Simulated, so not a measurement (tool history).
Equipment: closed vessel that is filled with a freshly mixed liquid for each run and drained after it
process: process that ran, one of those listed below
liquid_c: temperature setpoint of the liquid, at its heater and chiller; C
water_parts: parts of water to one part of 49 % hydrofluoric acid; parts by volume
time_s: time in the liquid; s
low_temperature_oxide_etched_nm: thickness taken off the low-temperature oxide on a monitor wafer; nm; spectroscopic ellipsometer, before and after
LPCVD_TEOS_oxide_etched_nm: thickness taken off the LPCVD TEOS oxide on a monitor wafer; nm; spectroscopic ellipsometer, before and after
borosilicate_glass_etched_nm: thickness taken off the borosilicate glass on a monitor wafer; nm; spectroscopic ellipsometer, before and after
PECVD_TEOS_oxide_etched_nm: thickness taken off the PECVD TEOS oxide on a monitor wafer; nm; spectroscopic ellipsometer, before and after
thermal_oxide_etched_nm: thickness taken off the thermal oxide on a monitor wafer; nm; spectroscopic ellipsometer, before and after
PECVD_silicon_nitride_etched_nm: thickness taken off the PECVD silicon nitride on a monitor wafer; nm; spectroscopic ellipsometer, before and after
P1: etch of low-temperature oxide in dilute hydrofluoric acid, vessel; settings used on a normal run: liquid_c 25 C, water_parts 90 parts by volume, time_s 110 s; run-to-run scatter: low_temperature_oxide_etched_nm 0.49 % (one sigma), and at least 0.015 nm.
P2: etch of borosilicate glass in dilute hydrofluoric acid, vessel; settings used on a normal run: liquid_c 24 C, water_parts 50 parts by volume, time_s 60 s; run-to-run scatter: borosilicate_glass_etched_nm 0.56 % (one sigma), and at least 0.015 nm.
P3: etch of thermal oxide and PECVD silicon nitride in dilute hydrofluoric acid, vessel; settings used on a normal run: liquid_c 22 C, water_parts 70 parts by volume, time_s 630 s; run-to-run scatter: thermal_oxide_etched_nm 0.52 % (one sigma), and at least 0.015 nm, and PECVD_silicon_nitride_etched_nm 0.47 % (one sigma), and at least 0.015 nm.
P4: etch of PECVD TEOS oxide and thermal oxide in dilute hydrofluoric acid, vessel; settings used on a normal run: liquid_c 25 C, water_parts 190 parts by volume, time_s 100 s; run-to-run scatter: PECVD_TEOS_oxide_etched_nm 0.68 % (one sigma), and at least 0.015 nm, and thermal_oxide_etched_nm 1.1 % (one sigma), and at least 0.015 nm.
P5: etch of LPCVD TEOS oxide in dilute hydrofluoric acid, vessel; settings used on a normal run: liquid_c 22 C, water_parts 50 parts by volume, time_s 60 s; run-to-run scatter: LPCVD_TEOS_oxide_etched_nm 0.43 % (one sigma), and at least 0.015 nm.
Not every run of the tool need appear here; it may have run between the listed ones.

| run | hour | process | liquid_c | water_parts | time_s | hours since the thermometer was replaced | hours since the hydrofluoric acid flow meter was replaced | low_temperature_oxide_etched_nm | LPCVD_TEOS_oxide_etched_nm | borosilicate_glass_etched_nm | PECVD_TEOS_oxide_etched_nm | thermal_oxide_etched_nm | PECVD_silicon_nitride_etched_nm |
|---|---|---|---|---|---|---|---|---|---|---|---|---|---|
| 1 | 8 | P1 | 25 | 90 | 110 | 742.6 | 1347.9 | 19.303 |  |  |  |  |  |
| 2 | 12.5 | P5 | 22 | 75 | 60 | 747.1 | 1352.4 |  | 23.487 |  |  |  |  |
| 3 | 17.3 | P1 | 25 | 150 | 110 | 751.9 | 1357.2 | 10.822 |  |  |  |  |  |
| 4 | 22.1 | P1 | 25 | 90 | 110 | 756.7 | 1362 | 19.273 |  |  |  |  |  |
| 5 | 31.7 | P1 | 25 | 90 | 110 | 766.3 | 1371.6 | 19.401 |  |  |  |  |  |
| 6 | 41.4 | P2 | 17 | 50 | 60 | 776 | 1381.3 |  |  | 15.552 |  |  |  |
| 7 | 48.1 | P4 | 25 | 190 | 100 | 782.7 | 1388 |  |  |  | 4.165 | 2.3252 |  |
| 8 | 56.8 | P3 | 22 | 70 | 150 | 791.4 | 1396.7 |  |  |  |  | 9.7573 | 7.393 |
| 9 | 61.7 | P2 | 24 | 50 | 60 | 796.3 | 1401.6 |  |  | 20.994 |  |  |  |
| 10 | 66.2 | P1 | 25 | 90 | 110 | 800.8 | 1406.1 | 19.296 |  |  |  |  |  |
| 11 | 75.8 | P1 | 25 | 90 | 110 | 810.4 | 1415.7 | 19.395 |  |  |  |  |  |
| 12 | 85.2 | P4 | 25 | 285 | 100 | 819.8 | 1425.1 |  |  |  | 2.5481 | 1.4223 |  |
| 13 | 95.2 | P4 | 17 | 190 | 100 | 829.8 | 1435.1 |  |  |  | 3.0589 | 1.7451 |  |
| 14 | 100.7 | P1 | 25 | 90 | 30 | 835.3 | 1440.6 | 5.2688 |  |  |  |  |  |
| 15 | 108 | P1 | 29 | 120 | 110 | 842.6 | 1447.9 | 16.28 |  |  |  |  |  |
| 16 | 114.5 | P4 | 25 | 190 | 100 | 849.1 | 1454.4 |  |  |  | 4.1382 | 2.3716 |  |
| 17 | 120.8 | P5 | 22 | 50 | 120 | 855.4 | 1460.7 |  | 73.65 |  |  |  |  |
| 18 | 125.7 | P5 | 22 | 50 | 60 | 860.3 | 1465.6 |  | 36.483 |  |  |  |  |
| 19 | 130 | P3 | 22 | 70 | 630 | 864.6 | 1469.9 |  |  |  |  | 40.795 | 31.283 |
| 20 | 139.4 | P1 | 25 | 90 | 195 | 874 | 1479.3 | 34.371 |  |  |  |  |  |
|  | 141.5 | hydrofluoric acid flow meter replaced |
| 21 | 147.2 | P2 | 24 | 50 | 115 | 881.8 | 5.8 |  |  | 40.453 |  |  |  |
| 22 | 153.3 | P3 | 22 | 105 | 630 | 887.9 | 11.9 |  |  |  |  | 26.121 | 20.853 |
| 23 | 160.1 | P4 | 25 | 190 | 30 | 894.7 | 18.7 |  |  |  | 1.2405 | 0.68495 |  |
| 24 | 169.7 | P1 | 25 | 25 | 110 | 904.3 | 28.3 | 76.191 |  |  |  |  |  |
| 25 | 177.6 | P2 | 24 | 20 | 60 | 912.2 | 36.2 |  |  | 54.49 |  |  |  |
| 26 | 185.9 | P5 | 17 | 50 | 60 | 920.5 | 44.5 |  | 29.425 |  |  |  |  |
| 27 | 192.2 | P1 | 25 | 145 | 160 | 926.8 | 50.8 | 16.166 |  |  |  |  |  |
| 28 | 200 | P1 | 18 | 90 | 110 | 934.6 | 58.6 | 14.486 |  |  |  |  |  |
| 29 | 207.5 | P3 | 28 | 70 | 630 | 942.1 | 66.1 |  |  |  |  | 51.456 | 46.653 |
| 30 | 215.7 | P1 | 30.5 | 90 | 110 | 950.3 | 74.3 | 23.806 |  |  |  |  |  |
| 31 | 220.7 | P1 | 25 | 90 | 110 | 955.3 | 79.3 | 19.291 |  |  |  |  |  |
| 32 | 227.8 | P1 | 25 | 90 | 110 | 962.4 | 86.4 | 18.689 |  |  |  |  |  |
| 33 | 237.5 | P1 | 25 | 90 | 110 | 972.1 | 96.1 | 18.213 |  |  |  |  |  |
| 34 | 244.7 | P1 | 25 | 90 | 110 | 979.3 | 103.3 | 18.222 |  |  |  |  |  |
| 35 | 251.8 | P1 | 25 | 90 | 110 | 986.4 | 110.4 | 18.269 |  |  |  |  |  |
| 36 | 261.5 | P1 | 25 | 90 | 110 | 996.1 | 120.1 | 18.183 |  |  |  |  |  |
| 37 | 266.6 | P1 | 25 | 90 | 110 | 1001.2 | 125.2 | 17.991 |  |  |  |  |  |

The output of P1 has drifted from where it used to be. Each of the 2 causes below, taken at the size shown beside it, accounts for the log equally well:
A: hydrofluoric acid flow below the setpoint (%) = 5.75
B: liquid colder than its thermometer reads (K) = 1.67
The process output started creeping at around hour 220.7.

The check runs listed below each take one wafer, and their results are still question marks. Under which run would the listed causes lead to clearly different results?
| check 1 | 271.7 | P5 | 22 | 50 | 115 |  |  |  | ? |  |  |  |  |
| check 2 | 271.7 | P3 | 22 | 70 | 330 |  |  |  |  |  |  | ? | ? |
| check 3 | 271.7 | P4 | 17 | 190 | 30 |  |  |  |  |  | ? | ? |  |
| check 4 | 271.7 | P2 | 20.5 | 50 | 105 |  |  |  |  | ? |  |  |  |

Predicted outcomes, by check and by cause:
| check | result | if A | if B |
|---|---|---|---|
| check 1 | LPCVD_TEOS_oxide_etched_nm | 65.796 | 65.322 |
| check 2 | thermal_oxide_etched_nm | 19.991 | 19.895 |
| check 2 | PECVD_silicon_nitride_etched_nm | 15.395 | 14.556 |
| check 3 | PECVD_TEOS_oxide_etched_nm | 0.86023 | 0.86222 |
| check 3 | thermal_oxide_etched_nm | 0.4798 | 0.48091 |
| check 4 | borosilicate_glass_etched_nm | 29.704 | 29.461 |
Per check, the gap between the least separated pair of causes, taken in the result that splits them most: check 1 0.72 %; check 2 5.6 %; check 3 0.23 %; check 4 0.82 %
Check 2 distinguishes between the causes, while the remaining checks would return nearly the same result for all of them.

Check 2 has now been run. It gave: thermal_oxide_etched_nm 19.981 nm; PECVD_silicon_nitride_etched_nm 15.392 nm. Which of the candidate causes is it?

Of the candidate causes, it is A: hydrofluoric acid flow below the setpoint (%).

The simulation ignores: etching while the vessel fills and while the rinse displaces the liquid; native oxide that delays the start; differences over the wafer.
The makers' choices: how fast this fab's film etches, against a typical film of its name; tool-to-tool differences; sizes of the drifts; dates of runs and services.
